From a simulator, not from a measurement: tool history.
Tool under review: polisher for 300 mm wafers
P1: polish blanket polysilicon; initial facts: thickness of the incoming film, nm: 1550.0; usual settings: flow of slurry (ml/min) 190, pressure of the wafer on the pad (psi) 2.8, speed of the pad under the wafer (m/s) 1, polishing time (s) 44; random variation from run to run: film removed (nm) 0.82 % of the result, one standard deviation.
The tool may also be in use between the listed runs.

run	day	flow of slurry (ml/min)	pressure of the wafer on the pad (psi)	speed of the pad under the wafer (m/s)	polishing time (s)	wafers polished on this pad	hours since the slurry nozzle was cleaned	hours since the head pressure was calibrated	film removed (nm)
1	0.221	190	2.8	1	44	956	277.8	152	403.9
2	0.625	190	2.8	1	44	1031	287.5	161.7	404.97
3	0.846	190	2.8	0.76	59	1071	292.8	167	414.72
4	1.129	190	4.3	1	44	1124	299.6	173.8	612.62
5	1.429	190	1.3	1	44	1179	306.8	181	187.87
6	1.717	190	2.8	1	44	1232	313.7	187.9	401.38
7	1.95	190	2.8	1.36	44	1275	319.3	193.5	548.35
8	2.371	190	2.8	1	44	1353	329.4	203.6	399.03
9	2.779	190	2.8	0.5	44	1428	339.2	213.4	201.12
10	3.125	190	2.8	1	20	1492	347.5	221.7	183.09
11	3.533	115	2.8	1	44	1568	357.3	231.5	365.33
12	3.754	190	2.8	1	44	1609	362.6	236.8	407.01
13	4	190	2.8	1	44	1654	368.5	242.7	407.26
14	4.475	285	2.8	1	44	1742	379.9	254.1	428.58
15	4.867	190	2.8	1	44	1814	389.3	263.5	403.94
16	5.117	190	2.8	1	66	1860	395.3	269.5	601.22
17	5.5	190	2.8	1	44	1931	404.5	278.7	406.59
18	5.858	190	2.8	1	44	1997	413.1	287.3	393.23
19	6.283	190	2.8	1	44	2076	423.3	297.5	387.06
20	6.55	190	2.8	1	44	2125	429.7	303.9	378.57
21	6.808	190	2.8	1	44	2173	435.9	310.1	377.79

Run 22 has not been measured yet. What should we expect?
# day 6.979: worn pad replaced by a new one
22	7.125	190	2.8	1	44	27	443.5	317.7	?

film removed (nm): 380.7

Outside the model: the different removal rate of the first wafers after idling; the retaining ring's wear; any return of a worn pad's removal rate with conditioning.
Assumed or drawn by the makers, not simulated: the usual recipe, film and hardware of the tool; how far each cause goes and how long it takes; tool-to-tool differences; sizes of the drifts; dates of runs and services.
